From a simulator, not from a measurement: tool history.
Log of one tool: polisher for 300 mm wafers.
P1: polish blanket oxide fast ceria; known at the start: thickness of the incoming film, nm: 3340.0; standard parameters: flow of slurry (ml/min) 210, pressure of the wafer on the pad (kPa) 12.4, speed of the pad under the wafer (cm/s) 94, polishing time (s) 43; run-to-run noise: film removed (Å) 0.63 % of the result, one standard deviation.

run    day  flow of slurry (ml/min)  pressure of the wafer on the pad (kPa)  speed of the pad under the wafer (cm/s)  polishing time (s)  wafers polished on this pad  hours since the slurry nozzle was cleaned  hours since the head pressure was calibrated  film removed (Å)
  1  0.146                      210                                    12.4                                       94                  43                          499                                       69.4                                         692.0            3488.0
  2  0.246                      210                                    12.4                                       94                  43                          517                                       71.8                                         694.4            3475.8
  3  0.421                      210                                    12.4                                      126                  43                          547                                       76.0                                         698.6            4679.9
  4  0.521                      210                                    12.4                                       70                  43                          565                                       78.4                                         701.0            2550.2
  5  0.700                      210                                     7.6                                       94                  43                          596                                       82.7                                         705.3            2137.3
  6  0.867                      125                                    12.4                                       94                  24                          625                                       86.7                                         709.3            1802.1
  7  1.042                      210                                    12.4                                       94                  43                          656                                       90.9                                         713.5            3431.0
  8  1.183                      210                                    17.2                                       94                  43                          680                                       94.3                                         716.9            4834.9
  9  1.333                      210                                    12.4                                       94                  25                          707                                       97.9                                         720.5            2025.3
 10  1.496                      210                                    12.4                                       94                  43                          735                                      101.8                                         724.4            3499.1
 11  1.646                      310                                    12.4                                       94                  43                          761                                      105.4                                         728.0            3634.6
 12  1.842                      210                                    12.4                                      134                  21                          795                                      110.1                                         732.7            2435.4

What does the tool deliver on the next run?
 13  1.979                      125                                    12.4                                       94                  43                          819                                      113.4                                         736.0                 ?

Run 13 produced film removed (Å) 3219.0.
